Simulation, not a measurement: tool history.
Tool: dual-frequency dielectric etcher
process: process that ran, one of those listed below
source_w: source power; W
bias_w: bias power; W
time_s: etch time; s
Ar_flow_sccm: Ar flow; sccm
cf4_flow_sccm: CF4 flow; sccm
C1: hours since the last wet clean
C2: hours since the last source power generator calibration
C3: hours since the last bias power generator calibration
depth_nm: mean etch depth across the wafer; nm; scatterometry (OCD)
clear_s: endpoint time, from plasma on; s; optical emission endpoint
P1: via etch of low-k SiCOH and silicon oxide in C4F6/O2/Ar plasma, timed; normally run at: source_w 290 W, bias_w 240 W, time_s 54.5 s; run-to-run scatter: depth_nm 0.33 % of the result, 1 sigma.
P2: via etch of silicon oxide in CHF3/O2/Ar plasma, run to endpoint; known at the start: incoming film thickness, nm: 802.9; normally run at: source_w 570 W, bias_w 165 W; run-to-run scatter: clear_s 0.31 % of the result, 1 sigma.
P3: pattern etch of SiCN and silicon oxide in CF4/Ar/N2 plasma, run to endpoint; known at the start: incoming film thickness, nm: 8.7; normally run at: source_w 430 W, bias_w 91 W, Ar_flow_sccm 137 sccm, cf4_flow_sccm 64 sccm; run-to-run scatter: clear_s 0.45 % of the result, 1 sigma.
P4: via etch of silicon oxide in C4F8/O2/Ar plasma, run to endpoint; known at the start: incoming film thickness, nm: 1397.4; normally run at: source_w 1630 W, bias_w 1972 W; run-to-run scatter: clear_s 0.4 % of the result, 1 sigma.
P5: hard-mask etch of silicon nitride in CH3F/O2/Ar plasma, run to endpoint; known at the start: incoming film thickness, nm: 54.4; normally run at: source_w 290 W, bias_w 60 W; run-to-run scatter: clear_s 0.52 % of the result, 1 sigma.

run 1 hour=11.1 | process=P1 source_w=290 bias_w=240 time_s=54.5 | C1=394.2 C2=2320.7 C3=2148.8 | depth_nm=128.030
run 2 hour=21.1 | process=P2 source_w=570 bias_w=165 | C1=404.2 C2=2330.7 C3=2158.8 | clear_s=425.540
run 3 hour=34.7 | process=P1 source_w=210 bias_w=240 time_s=54.5 | C1=417.8 C2=2344.3 C3=2172.4 | depth_nm=113.070
run 4 hour=47.4 | process=P1 source_w=290 bias_w=143 time_s=54.5 | C1=430.5 C2=2357.0 C3=2185.1 | depth_nm=107.720
run 5 hour=57.9 | process=P1 source_w=290 bias_w=240 time_s=54.5 | C1=441.0 C2=2367.5 C3=2195.6 | depth_nm=128.550
run 6 hour=69.2 | process=P1 source_w=290 bias_w=240 time_s=54.5 | C1=452.3 C2=2378.8 C3=2206.9 | depth_nm=128.220
run 7 hour=82.2 | process=P5 source_w=290 bias_w=71 | C1=465.3 C2=2391.8 C3=2219.9 | clear_s=93.247
run 8 hour=94.2 | process=P1 source_w=290 bias_w=240 time_s=41.0 | C1=477.3 C2=2403.8 C3=2231.9 | depth_nm=96.593
run 9 hour=107.6 | process=P2 source_w=570 bias_w=107 | C1=490.7 C2=2417.2 C3=2245.3 | clear_s=485.110
run 10 hour=116.3 | process=P1 source_w=290 bias_w=240 time_s=54.5 | C1=499.4 C2=2425.9 C3=2254.0 | depth_nm=128.220
run 11 hour=130.8 | process=P4 source_w=1630 bias_w=2770 | C1=513.9 C2=2440.4 C3=2268.5 | clear_s=270.770
run 12 hour=142.9 | process=P1 source_w=290 bias_w=320 time_s=36.5 | C1=526.0 C2=2452.5 C3=2280.6 | depth_nm=94.958
run 13 hour=150.3 | process=P1 source_w=200 bias_w=162 time_s=54.5 | C1=533.4 C2=2459.9 C3=2288.0 | depth_nm=97.240
run 14 hour=164.4 | process=P1 source_w=290 bias_w=332 time_s=54.5 | C1=547.5 C2=2474.0 C3=2302.1 | depth_nm=143.900
run 15 hour=174.6 | process=P3 source_w=430 bias_w=91 Ar_flow_sccm=137 cf4_flow_sccm=64 | C1=557.7 C2=2484.2 C3=2312.3 | clear_s=10.476
run 16 hour=186.1 | process=P5 source_w=290 bias_w=60 | C1=569.2 C2=2495.7 C3=2323.8 | clear_s=97.601
run 17 hour=198.4 | process=P1 source_w=290 bias_w=240 time_s=54.5 | C1=581.5 C2=2508.0 C3=2336.1 | depth_nm=127.460
run 18 hour=211.7 | process=P1 source_w=210 bias_w=240 time_s=31.0 | C1=594.8 C2=2521.3 C3=2349.4 | depth_nm=64.950
run 19 hour=220.9 | process=P1 source_w=290 bias_w=240 time_s=54.5 | C1=604.0 C2=2530.5 C3=2358.6 | depth_nm=127.790
run 20 hour=231.4 | process=P3 source_w=430 bias_w=91 Ar_flow_sccm=176 cf4_flow_sccm=64 | C1=614.5 C2=2541.0 C3=2369.1 | clear_s=10.805
run 21 hour=240.6 | process=P2 source_w=680 bias_w=165 | C1=623.7 C2=2550.2 C3=2378.3 | clear_s=396.180
run 22 hour=251.2 | process=P3 source_w=430 bias_w=91 Ar_flow_sccm=137 cf4_flow_sccm=85 | C1=634.3 C2=2560.8 C3=2388.9 | clear_s=10.029
run 23 hour=266.0 | process=P4 source_w=980 bias_w=1972 | C1=649.1 C2=2575.6 C3=2403.7 | clear_s=363.720
run 24 hour=278.0 | process=P1 source_w=290 bias_w=240 time_s=54.5 | C1=661.1 C2=2587.6 C3=2415.7 | depth_nm=127.990
run 25 hour=287.1 | process=P1 source_w=290 bias_w=240 time_s=68.5 | C1=670.2 C2=2596.7 C3=2424.8 | depth_nm=160.820
-- hour=290.0 source power generator calibrated
run 26 hour=294.5 | process=P3 source_w=430 bias_w=91 Ar_flow_sccm=137 cf4_flow_sccm=64 | C1=677.6 C2=4.5 C3=2432.2 | clear_s=10.446
run 27 hour=306.4 | process=P4 source_w=1630 bias_w=1972 | C1=689.5 C2=16.4 C3=2444.1 | clear_s=299.610
run 28 hour=313.9 | process=P2 source_w=570 bias_w=165 | C1=697.0 C2=23.9 C3=2451.6 | clear_s=423.620
run 29 hour=321.7 | process=P5 source_w=400 bias_w=60 | C1=704.8 C2=31.7 C3=2459.4 | clear_s=87.688
run 30 hour=332.7 | process=P4 source_w=1630 bias_w=1972 | C1=715.8 C2=42.7 C3=2470.4 | clear_s=299.440
run 31 hour=344.1 | process=P3 source_w=430 bias_w=53 Ar_flow_sccm=137 cf4_flow_sccm=64 | C1=727.2 C2=54.1 C3=2481.8 | clear_s=12.697
run 32 hour=359.8 | process=P3 source_w=310 bias_w=91 Ar_flow_sccm=137 cf4_flow_sccm=64 | C1=742.9 C2=69.8 C3=2497.5 | clear_s=13.896
run 33 hour=373.8 | process=P1 source_w=400 bias_w=240 time_s=54.5 | C1=756.9 C2=83.8 C3=2511.5 | depth_nm=144.130
run 34 hour=384.7 | process=P1 source_w=290 bias_w=240 time_s=54.5 | C1=767.8 C2=94.7 C3=2522.4 | depth_nm=127.840
run 35 hour=395.7 | process=P1 source_w=290 bias_w=240 time_s=54.5 | C1=778.8 C2=105.7 C3=2533.4 | depth_nm=127.960
run 36 hour=402.9 | process=P1 source_w=290 bias_w=240 time_s=54.5 | C1=786.0 C2=112.9 C3=2540.6 | depth_nm=126.830
run 37 hour=413.5 | process=P1 source_w=290 bias_w=240 time_s=54.5 | C1=796.6 C2=123.5 C3=2551.2 | depth_nm=126.800
run 38 hour=423.1 | process=P1 source_w=290 bias_w=240 time_s=54.5 | C1=806.2 C2=133.1 C3=2560.8 | depth_nm=126.070
run 39 hour=434.9 | process=P1 source_w=290 bias_w=240 time_s=54.5 | C1=818.0 C2=144.9 C3=2572.6 | depth_nm=126.450
run 40 hour=442.7 | process=P1 source_w=290 bias_w=240 time_s=54.5 | C1=825.8 C2=152.7 C3=2580.4 | depth_nm=126.570
run 41 hour=451.0 | process=P1 source_w=290 bias_w=240 time_s=54.5 | C1=834.1 C2=161.0 C3=2588.7 | depth_nm=126.010
-- hour=455.9 wet clean of the chamber
run 42 hour=462.3 | process=P1 source_w=290 bias_w=240 time_s=54.5 | C1=6.4 C2=172.3 C3=2600.0 | depth_nm=126.200
run 43 hour=478.0 | process=P1 source_w=290 bias_w=240 time_s=54.5 | C1=22.1 C2=188.0 C3=2615.7 | depth_nm=126.100
run 44 hour=488.1 | process=P1 source_w=290 bias_w=240 time_s=54.5 | C1=32.2 C2=198.1 C3=2625.8 | depth_nm=125.380

What P1 gives has crept away from where it was. These 2 causes fit the log equally well, each at the size given:
A: bias power that arrives under what is set, % = 4.74
B: source power that arrives under what is set, % = 4.25
The creep began at about hour 384.7.
Why every other cause is out:
chamber walls in a state that lowers the etch rate, %: serviced at hour 455.9, which brought nothing back

4 check runs are offered, each on 3 wafers whose results are averaged, their results left as question marks. Which one tells the causes apart?
run check 1 hour=498.2 | process=P5 source_w=290 bias_w=70 | clear_s=?
run check 2 hour=498.2 | process=P4 source_w=1140 bias_w=2378 | clear_s=?
run check 3 hour=498.2 | process=P3 source_w=430 bias_w=56 Ar_flow_sccm=137 cf4_flow_sccm=74 | clear_s=?
run check 4 hour=498.2 | process=P2 source_w=570 bias_w=128 | clear_s=?

What each check would give under each cause:
check=check_1 result=clear_s if_A=95.314 if_B=95.267
check=check_2 result=clear_s if_A=331.120 if_B=331.800
check=check_3 result=clear_s if_A=12.311 if_B=12.588
check=check_4 result=clear_s if_A=466.360 if_B=467.200
How far apart the two closest causes lie, in the result that separates them most: check 1 0.05 %; check 2 0.21 %; check 3 2.22 %; check 4 0.18 %
Only check 3 tells the causes apart: in the others they would give nearly the same result.

Then check 3 was run and gave: clear_s 12.584 s. Which cause is it?

It is B: source power that arrives under what is set, %.

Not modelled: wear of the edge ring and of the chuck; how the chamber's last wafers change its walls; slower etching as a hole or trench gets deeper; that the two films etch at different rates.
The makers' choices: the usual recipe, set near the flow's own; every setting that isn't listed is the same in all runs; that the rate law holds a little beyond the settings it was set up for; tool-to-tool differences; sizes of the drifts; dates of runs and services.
